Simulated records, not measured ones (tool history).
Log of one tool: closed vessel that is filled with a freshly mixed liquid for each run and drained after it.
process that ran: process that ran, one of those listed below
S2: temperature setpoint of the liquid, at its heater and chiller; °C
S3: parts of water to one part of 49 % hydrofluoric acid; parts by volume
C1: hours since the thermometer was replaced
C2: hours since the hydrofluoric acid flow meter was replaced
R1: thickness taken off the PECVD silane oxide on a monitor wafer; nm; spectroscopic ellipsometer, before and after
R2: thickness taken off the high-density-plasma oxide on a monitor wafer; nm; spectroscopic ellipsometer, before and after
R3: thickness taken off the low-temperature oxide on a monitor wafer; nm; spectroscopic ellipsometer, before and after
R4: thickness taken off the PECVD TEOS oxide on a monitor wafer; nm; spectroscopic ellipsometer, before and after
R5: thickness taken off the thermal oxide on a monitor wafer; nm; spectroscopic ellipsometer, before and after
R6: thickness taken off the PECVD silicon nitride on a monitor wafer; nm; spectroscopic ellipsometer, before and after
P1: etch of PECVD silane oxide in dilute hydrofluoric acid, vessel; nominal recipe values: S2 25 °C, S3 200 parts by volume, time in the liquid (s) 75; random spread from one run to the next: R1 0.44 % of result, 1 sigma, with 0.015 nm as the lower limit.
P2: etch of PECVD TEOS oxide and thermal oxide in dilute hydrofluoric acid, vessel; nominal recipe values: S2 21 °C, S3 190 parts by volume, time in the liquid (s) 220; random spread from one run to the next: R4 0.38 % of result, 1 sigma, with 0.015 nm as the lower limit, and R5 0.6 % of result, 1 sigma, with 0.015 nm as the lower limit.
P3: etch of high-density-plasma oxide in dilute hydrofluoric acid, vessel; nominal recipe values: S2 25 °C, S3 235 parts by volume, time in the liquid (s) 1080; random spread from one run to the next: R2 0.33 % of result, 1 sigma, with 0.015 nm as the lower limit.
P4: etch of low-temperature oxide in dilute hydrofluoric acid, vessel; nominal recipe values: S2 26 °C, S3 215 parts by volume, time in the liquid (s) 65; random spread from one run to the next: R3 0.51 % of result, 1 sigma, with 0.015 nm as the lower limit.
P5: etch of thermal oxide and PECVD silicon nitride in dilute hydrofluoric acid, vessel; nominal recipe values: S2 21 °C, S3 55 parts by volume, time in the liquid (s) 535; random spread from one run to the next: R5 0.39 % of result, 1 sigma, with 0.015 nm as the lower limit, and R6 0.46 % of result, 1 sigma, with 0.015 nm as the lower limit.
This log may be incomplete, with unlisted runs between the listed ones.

run 1 hour=13.4 | process_that_ran=P1 S2=25 S3=200 time_in_the_liquid_(s)=75 | C1=1066.3 C2=1143.1 | R1=15.045
run 2 hour=22.2 | process_that_ran=P3 S2=25 S3=235 time_in_the_liquid_(s)=1080 | C1=1075.1 C2=1151.9 | R2=37.263
run 3 hour=32.2 | process_that_ran=P3 S2=25 S3=235 time_in_the_liquid_(s)=1080 | C1=1085.1 C2=1161.9 | R2=37.415
run 4 hour=47.6 | process_that_ran=P4 S2=26 S3=310 time_in_the_liquid_(s)=65 | C1=1100.5 C2=1177.3 | R3=4.5178
run 5 hour=65.9 | process_that_ran=P2 S2=21 S3=190 time_in_the_liquid_(s)=220 | C1=1118.8 C2=1195.6 | R4=21.192 R5=4.4424
run 6 hour=81.2 | process_that_ran=P1 S2=29.5 S3=345 time_in_the_liquid_(s)=75 | C1=1134.1 C2=1210.9 | R1=8.6155
run 7 hour=90.6 | process_that_ran=P1 S2=25 S3=200 time_in_the_liquid_(s)=75 | C1=1143.5 C2=1220.3 | R1=14.877
run 8 hour=103.5 | process_that_ran=P3 S2=25 S3=235 time_in_the_liquid_(s)=1890 | C1=1156.4 C2=1233.2 | R2=65.547
run 9 hour=118.6 | process_that_ran=P4 S2=31 S3=215 time_in_the_liquid_(s)=65 | C1=1171.5 C2=1248.3 | R3=8.6645
run 10 hour=133.6 | process_that_ran=P1 S2=25 S3=265 time_in_the_liquid_(s)=40 | C1=1186.5 C2=1263.3 | R1=5.6463
run 11 hour=145.3 | process_that_ran=P2 S2=21 S3=75 time_in_the_liquid_(s)=220 | C1=1198.2 C2=1275 | R4=61.239 R5=12.571
run 12 hour=155.1 | process_that_ran=P1 S2=25 S3=285 time_in_the_liquid_(s)=75 | C1=1208 C2=1284.8 | R1=9.5192
run 13 hour=171.6 | process_that_ran=P1 S2=25 S3=200 time_in_the_liquid_(s)=75 | C1=1224.5 C2=1301.3 | R1=15.049
run 14 hour=189.8 | process_that_ran=P5 S2=21 S3=55 time_in_the_liquid_(s)=905 | C1=1242.7 C2=1319.5 | R5=73.106 R6=56.33
run 15 hour=207.3 | process_that_ran=P1 S2=17.5 S3=200 time_in_the_liquid_(s)=75 | C1=1260.2 C2=1337 | R1=11.165
run 16 hour=221.4 | process_that_ran=P1 S2=25 S3=200 time_in_the_liquid_(s)=75 | C1=1274.3 C2=1351.1 | R1=14.905
run 17 hour=236.3 | process_that_ran=P1 S2=25 S3=200 time_in_the_liquid_(s)=35 | C1=1289.2 C2=1366 | R1=6.9382
run 18 hour=249.9 | process_that_ran=P2 S2=21 S3=190 time_in_the_liquid_(s)=375 | C1=1302.8 C2=1379.6 | R4=36.142 R5=7.5057
run 19 hour=264.4 | process_that_ran=P1 S2=25 S3=200 time_in_the_liquid_(s)=75 | C1=1317.3 C2=1394.1 | R1=15.025
run 20 hour=279.6 | process_that_ran=P5 S2=21 S3=55 time_in_the_liquid_(s)=535 | C1=1332.5 C2=1409.3 | R5=43.343 R6=33.605
run 21 hour=291.7 | process_that_ran=P1 S2=25 S3=200 time_in_the_liquid_(s)=125 | C1=1344.6 C2=1421.4 | R1=24.946
run 22 hour=307.8 | process_that_ran=P2 S2=29 S3=190 time_in_the_liquid_(s)=220 | C1=1360.7 C2=1437.5 | R4=28.262 R5=5.9125
run 23 hour=319.6 | process_that_ran=P1 S2=28.5 S3=200 time_in_the_liquid_(s)=75 | C1=1372.5 C2=1449.3 | R1=17.104
run 24 hour=329.9 | process_that_ran=P5 S2=29 S3=55 time_in_the_liquid_(s)=535 | C1=1382.8 C2=1459.6 | R5=59.72 R6=57.485
run 25 hour=345 | process_that_ran=P4 S2=26 S3=215 time_in_the_liquid_(s)=30 | C1=1397.9 C2=1474.7 | R3=3.3633
run 26 hour=360.3 | process_that_ran=P5 S2=21 S3=55 time_in_the_liquid_(s)=535 | C1=1413.2 C2=1490 | R5=43.269 R6=33.596
run 27 hour=377 | process_that_ran=P5 S2=21 S3=95 time_in_the_liquid_(s)=535 | C1=1429.9 C2=1506.7 | R5=23.859 R6=19.689
run 28 hour=386.5 | process_that_ran=P3 S2=28.5 S3=235 time_in_the_liquid_(s)=1080 | C1=1439.4 C2=1516.2 | R2=42.304
run 29 hour=397.2 | process_that_ran=P1 S2=25 S3=200 time_in_the_liquid_(s)=75 | C1=1450.1 C2=1526.9 | R1=14.913
run 30 hour=408.3 | process_that_ran=P3 S2=25 S3=395 time_in_the_liquid_(s)=1080 | C1=1461.2 C2=1538 | R2=19.063
run 31 hour=423.8 | process_that_ran=P4 S2=26 S3=215 time_in_the_liquid_(s)=65 | C1=1476.7 C2=1553.5 | R3=7.2442
run 32 hour=433.4 | process_that_ran=P1 S2=25 S3=110 time_in_the_liquid_(s)=75 | C1=1486.3 C2=1563.1 | R1=30.495
run 33 hour=451.7 | process_that_ran=P1 S2=17 S3=200 time_in_the_liquid_(s)=30 | C1=1504.6 C2=1581.4 | R1=4.3834
run 34 hour=466.8 | process_that_ran=P1 S2=25 S3=200 time_in_the_liquid_(s)=75 | C1=1519.7 C2=1596.5 | R1=15.005
run 35 hour=478.1 | process_that_ran=P1 S2=25 S3=200 time_in_the_liquid_(s)=75 | C1=1531 C2=1607.8 | R1=14.474
run 36 hour=487.4 | process_that_ran=P1 S2=25 S3=200 time_in_the_liquid_(s)=75 | C1=1540.3 C2=1617.1 | R1=14.149
run 37 hour=501.6 | process_that_ran=P1 S2=25 S3=200 time_in_the_liquid_(s)=75 | C1=1554.5 C2=1631.3 | R1=13.817
run 38 hour=510.6 | process_that_ran=P1 S2=25 S3=200 time_in_the_liquid_(s)=75 | C1=1563.5 C2=1640.3 | R1=13.681
run 39 hour=520.3 | process_that_ran=P1 S2=25 S3=200 time_in_the_liquid_(s)=75 | C1=1573.2 C2=1650 | R1=13.649
run 40 hour=533.9 | process_that_ran=P1 S2=25 S3=200 time_in_the_liquid_(s)=75 | C1=1586.8 C2=1663.6 | R1=13.714
run 41 hour=547.3 | process_that_ran=P1 S2=25 S3=200 time_in_the_liquid_(s)=75 | C1=1600.2 C2=1677 | R1=13.716

What P1 gives has crept away from where it was. These 2 causes fit the log equally well, each at the size given:
A: hydrofluoric acid flow below the setpoint (%) = 7.03
B: liquid colder than its thermometer reads (K) = 2.42
At approximately hour 466.8, the process output began to creep.

4 check runs are offered, one wafer each, their results left as question marks. Which one tells the causes apart?
run check 1 hour=560.7 | process_that_ran=P3 S2=25 S3=235 time_in_the_liquid_(s)=1080 | R2=?
run check 2 hour=560.7 | process_that_ran=P4 S2=26 S3=215 time_in_the_liquid_(s)=65 | R3=?
run check 3 hour=560.7 | process_that_ran=P2 S2=21 S3=190 time_in_the_liquid_(s)=220 | R4=? R5=?
run check 4 hour=560.7 | process_that_ran=P5 S2=21 S3=55 time_in_the_liquid_(s)=535 | R5=? R6=?

What each check would give under each cause:
check=check_1 result=R2 if_A=34.117 if_B=34.25
check=check_2 result=R3 if_A=6.6636 if_B=6.6832
check=check_3 result=R4 if_A=19.394 if_B=19.262
check=check_3 result=R5 if_A=4.0533 if_B=4.0258
check=check_4 result=R5 if_A=40.019 if_B=39.046
check=check_4 result=R6 if_A=31.254 if_B=28.367
How far apart the two closest causes lie, in the result that separates them most: check 1 0.39 %; check 2 0.29 %; check 3 0.68 %; check 4 9.69 %
The other checks would show nearly matching results whichever cause is true, so check 4 is the only one that separates the causes.

Then check 4 was run and gave: R5 39.914 nm; R6 31.105 nm. Which cause is it?

Of the candidate causes, it is A: hydrofluoric acid flow below the setpoint (%).
